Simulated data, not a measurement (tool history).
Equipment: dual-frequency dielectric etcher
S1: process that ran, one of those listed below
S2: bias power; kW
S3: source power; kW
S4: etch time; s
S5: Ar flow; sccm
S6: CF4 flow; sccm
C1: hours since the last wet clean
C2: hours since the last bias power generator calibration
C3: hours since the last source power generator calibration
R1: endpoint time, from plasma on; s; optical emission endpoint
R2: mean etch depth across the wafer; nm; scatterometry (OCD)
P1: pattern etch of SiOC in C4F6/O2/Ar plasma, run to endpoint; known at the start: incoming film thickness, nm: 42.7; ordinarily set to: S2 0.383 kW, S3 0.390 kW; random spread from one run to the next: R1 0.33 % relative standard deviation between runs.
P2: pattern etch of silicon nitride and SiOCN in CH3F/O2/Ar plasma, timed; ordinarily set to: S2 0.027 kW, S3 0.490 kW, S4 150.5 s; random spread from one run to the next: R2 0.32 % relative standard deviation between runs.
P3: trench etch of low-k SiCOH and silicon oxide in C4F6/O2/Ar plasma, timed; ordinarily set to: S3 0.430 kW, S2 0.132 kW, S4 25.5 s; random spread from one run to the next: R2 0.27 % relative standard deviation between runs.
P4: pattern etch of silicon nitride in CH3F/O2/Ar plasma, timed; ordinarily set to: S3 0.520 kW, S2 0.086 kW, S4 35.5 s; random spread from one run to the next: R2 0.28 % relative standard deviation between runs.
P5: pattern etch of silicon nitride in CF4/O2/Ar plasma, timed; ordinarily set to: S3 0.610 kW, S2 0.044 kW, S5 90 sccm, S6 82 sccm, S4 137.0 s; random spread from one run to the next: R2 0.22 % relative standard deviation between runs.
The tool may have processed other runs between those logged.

{"run": 1, "hour": 13.0, "S1": "P1", "S2": 0.383, "S3": 0.39, "C1": 124.6, "C2": 1368.2, "C3": 3502.8, "R1": 15.44}
{"run": 2, "hour": 26.1, "S1": "P2", "S2": 0.035, "S3": 0.49, "S4": 150.5, "C1": 137.7, "C2": 1381.3, "C3": 3515.9, "R2": 26.034}
{"run": 3, "hour": 33.7, "S1": "P2", "S2": 0.027, "S3": 0.49, "S4": 83.0, "C1": 145.3, "C2": 1388.9, "C3": 3523.5, "R2": 12.711}
{"run": 4, "hour": 45.0, "S1": "P5", "S2": 0.044, "S3": 0.61, "S4": 137.0, "S5": 90, "S6": 82, "C1": 156.6, "C2": 1400.2, "C3": 3534.8, "R2": 299.82}
{"run": 5, "hour": 51.7, "S1": "P3", "S2": 0.132, "S3": 0.52, "S4": 25.5, "C1": 163.3, "C2": 1406.9, "C3": 3541.5, "R2": 78.511}
{"run": 6, "hour": 60.6, "S1": "P1", "S2": 0.383, "S3": 0.39, "C1": 172.2, "C2": 1415.8, "C3": 3550.4, "R1": 15.407}
{"run": 7, "hour": 72.7, "S1": "P4", "S2": 0.086, "S3": 0.52, "S4": 35.5, "C1": 184.3, "C2": 1427.9, "C3": 3562.5, "R2": 29.887}
{"run": 8, "hour": 82.8, "S1": "P1", "S2": 0.383, "S3": 0.32, "C1": 194.4, "C2": 1438.0, "C3": 3572.6, "R1": 16.516}
{"run": 9, "hour": 90.4, "S1": "P4", "S2": 0.086, "S3": 0.52, "S4": 35.5, "C1": 202.0, "C2": 1445.6, "C3": 3580.2, "R2": 29.902}
{"run": 10, "hour": 104.6, "S1": "P1", "S2": 0.383, "S3": 0.39, "C1": 216.2, "C2": 1459.8, "C3": 3594.4, "R1": 15.302}
{"run": 11, "hour": 112.0, "S1": "P5", "S2": 0.044, "S3": 0.61, "S4": 204.5, "S5": 90, "S6": 82, "C1": 223.6, "C2": 1467.2, "C3": 3601.8, "R2": 444.04}
{"run": 12, "hour": 120.3, "S1": "P1", "S2": 0.383, "S3": 0.39, "C1": 231.9, "C2": 1475.5, "C3": 3610.1, "R1": 15.367}
{"run": 13, "hour": 130.5, "S1": "P1", "S2": 0.383, "S3": 0.39, "C1": 242.1, "C2": 1485.7, "C3": 3620.3, "R1": 15.413}
{"run": 14, "hour": 139.0, "S1": "P1", "S2": 0.286, "S3": 0.28, "C1": 250.6, "C2": 1494.2, "C3": 3628.8, "R1": 19.326}
{"run": 15, "hour": 151.2, "S1": "P5", "S2": 0.044, "S3": 0.61, "S4": 137.0, "S5": 90, "S6": 49, "C1": 262.8, "C2": 1506.4, "C3": 3641.0, "R2": 276.36}
{"run": 16, "hour": 162.5, "S1": "P4", "S2": 0.086, "S3": 0.52, "S4": 51.5, "C1": 274.1, "C2": 1517.7, "C3": 3652.3, "R2": 43.279}
{"run": 17, "hour": 169.4, "S1": "P3", "S2": 0.097, "S3": 0.43, "S4": 25.5, "C1": 281.0, "C2": 1524.6, "C3": 3659.2, "R2": 66.993}
{"run": 18, "hour": 183.4, "S1": "P4", "S2": 0.086, "S3": 0.73, "S4": 35.5, "C1": 295.0, "C2": 1538.6, "C3": 3673.2, "R2": 33.99}
{"run": 19, "hour": 196.3, "S1": "P1", "S2": 0.257, "S3": 0.39, "C1": 307.9, "C2": 1551.5, "C3": 3686.1, "R1": 17.725}
{"run": 20, "hour": 210.9, "S1": "P1", "S2": 0.23, "S3": 0.53, "C1": 322.5, "C2": 1566.1, "C3": 3700.7, "R1": 16.232}
{"run": 21, "hour": 223.6, "S1": "P2", "S2": 0.027, "S3": 0.49, "S4": 150.5, "C1": 335.2, "C2": 1578.8, "C3": 3713.4, "R2": 23.055}
{"run": 22, "hour": 237.0, "S1": "P1", "S2": 0.318, "S3": 0.28, "C1": 348.6, "C2": 1592.2, "C3": 3726.8, "R1": 18.655}
{"run": 23, "hour": 247.0, "S1": "P4", "S2": 0.069, "S3": 0.52, "S4": 35.5, "C1": 358.6, "C2": 1602.2, "C3": 3736.8, "R2": 27.744}
{"run": 24, "hour": 257.7, "S1": "P5", "S2": 0.034, "S3": 0.61, "S4": 137.0, "S5": 90, "S6": 82, "C1": 369.3, "C2": 1612.9, "C3": 3747.5, "R2": 273.1}
{"run": 25, "hour": 270.9, "S1": "P2", "S2": 0.027, "S3": 0.69, "S4": 150.5, "C1": 382.5, "C2": 1626.1, "C3": 3760.7, "R2": 25.894}
{"run": 26, "hour": 283.1, "S1": "P1", "S2": 0.383, "S3": 0.39, "C1": 394.7, "C2": 1638.3, "C3": 3772.9, "R1": 15.417}
{"run": 27, "hour": 290.9, "S1": "P5", "S2": 0.044, "S3": 0.85, "S4": 137.0, "S5": 90, "S6": 82, "C1": 402.5, "C2": 1646.1, "C3": 3780.7, "R2": 398.85}
{"run": 28, "hour": 302.8, "S1": "P1", "S2": 0.473, "S3": 0.39, "C1": 414.4, "C2": 1658.0, "C3": 3792.6, "R1": 14.247}
{"run": 29, "hour": 317.4, "S1": "P3", "S2": 0.132, "S3": 0.43, "S4": 25.5, "C1": 429.0, "C2": 1672.6, "C3": 3807.2, "R2": 72.715}
{"run": 30, "hour": 331.0, "S1": "P1", "S2": 0.383, "S3": 0.47, "C1": 442.6, "C2": 1686.2, "C3": 3820.8, "R1": 14.39}
{"run": 31, "hour": 337.5, "S1": "P3", "S2": 0.132, "S3": 0.43, "S4": 32.5, "C1": 449.1, "C2": 1692.7, "C3": 3827.3, "R2": 92.824}
{"run": 32, "hour": 348.1, "S1": "P5", "S2": 0.044, "S3": 0.61, "S4": 137.0, "S5": 65, "S6": 82, "C1": 459.7, "C2": 1703.3, "C3": 3837.9, "R2": 311.48}
{"run": 33, "hour": 359.4, "S1": "P1", "S2": 0.383, "S3": 0.39, "C1": 471.0, "C2": 1714.6, "C3": 3849.2, "R1": 15.4}
{"run": 34, "hour": 368.5, "S1": "P1", "S2": 0.383, "S3": 0.39, "C1": 480.1, "C2": 1723.7, "C3": 3858.3, "R1": 15.349}
{"run": 35, "hour": 382.7, "S1": "P1", "S2": 0.383, "S3": 0.39, "C1": 494.3, "C2": 1737.9, "C3": 3872.5, "R1": 15.26}
{"run": 36, "hour": 389.9, "S1": "P1", "S2": 0.383, "S3": 0.39, "C1": 501.5, "C2": 1745.1, "C3": 3879.7, "R1": 15.262}
{"hour": 397.2, "done": "wet clean of the chamber"}
{"run": 37, "hour": 401.5, "S1": "P1", "S2": 0.383, "S3": 0.39, "C1": 4.4, "C2": 1756.7, "C3": 3891.3, "R1": 15.314}
{"run": 38, "hour": 409.9, "S1": "P1", "S2": 0.383, "S3": 0.39, "C1": 12.8, "C2": 1765.1, "C3": 3899.7, "R1": 15.205}
{"run": 39, "hour": 424.1, "S1": "P1", "S2": 0.383, "S3": 0.39, "C1": 27.0, "C2": 1779.3, "C3": 3913.9, "R1": 15.129}
{"run": 40, "hour": 435.9, "S1": "P1", "S2": 0.383, "S3": 0.39, "C1": 38.8, "C2": 1791.1, "C3": 3925.7, "R1": 15.156}
{"run": 41, "hour": 447.2, "S1": "P1", "S2": 0.383, "S3": 0.39, "C1": 50.1, "C2": 1802.4, "C3": 3937.0, "R1": 15.131}
{"run": 42, "hour": 456.6, "S1": "P1", "S2": 0.383, "S3": 0.39, "C1": 59.5, "C2": 1811.8, "C3": 3946.4, "R1": 15.047}

Compared with where it was, what P1 gives has crept away. Each cause listed below fits the log as well as the rest, at the size given for it:
A: source power that arrives over what is set, % = 4.47
B: bias power that arrives over what is set, % = 4.64
At approximately hour 359.4, the process output began to creep.
All other causes, with the reason each is excluded:
chamber walls in a state that raises the etch rate, %: was serviced at hour 397.2, once the creep was under way, yet the earlier output never came back

Listed below are the offered check runs, one wafer per run, with question marks in place of results. For which of them would the causes give clearly different outcomes?
{"run": "check 1", "hour": 466.0, "S1": "P5", "S2": 0.044, "S3": 0.61, "S4": 137.0, "S5": 90, "S6": 82, "R2": "?"}
{"run": "check 2", "hour": 466.0, "S1": "P3", "S2": 0.132, "S3": 0.43, "S4": 25.5, "R2": "?"}
{"run": "check 3", "hour": 466.0, "S1": "P2", "S2": 0.027, "S3": 0.49, "S4": 150.5, "R2": "?"}
{"run": "check 4", "hour": 466.0, "S1": "P4", "S2": 0.086, "S3": 0.52, "S4": 35.5, "R2": "?"}

Predicted outcomes, by check and by cause:
check=check_1 result=R2 if_A=309.880 if_B=303.220
check=check_2 result=R2 if_A=74.103 if_B=73.801
check=check_3 result=R2 if_A=23.370 if_B=23.505
check=check_4 result=R2 if_A=30.440 if_B=30.422
Separation of the two closest causes in each check, using whichever result separates them best: check 1 2.17 %; check 2 0.41 %; check 3 0.58 %; check 4 0.06 %
Check 1 is the one run that separates the causes; every other check would come out nearly the same whichever cause is at work.

Check 1 was then run and gave: R2 310.110 nm. Which cause is it?

The cause is A: source power that arrives over what is set, %.
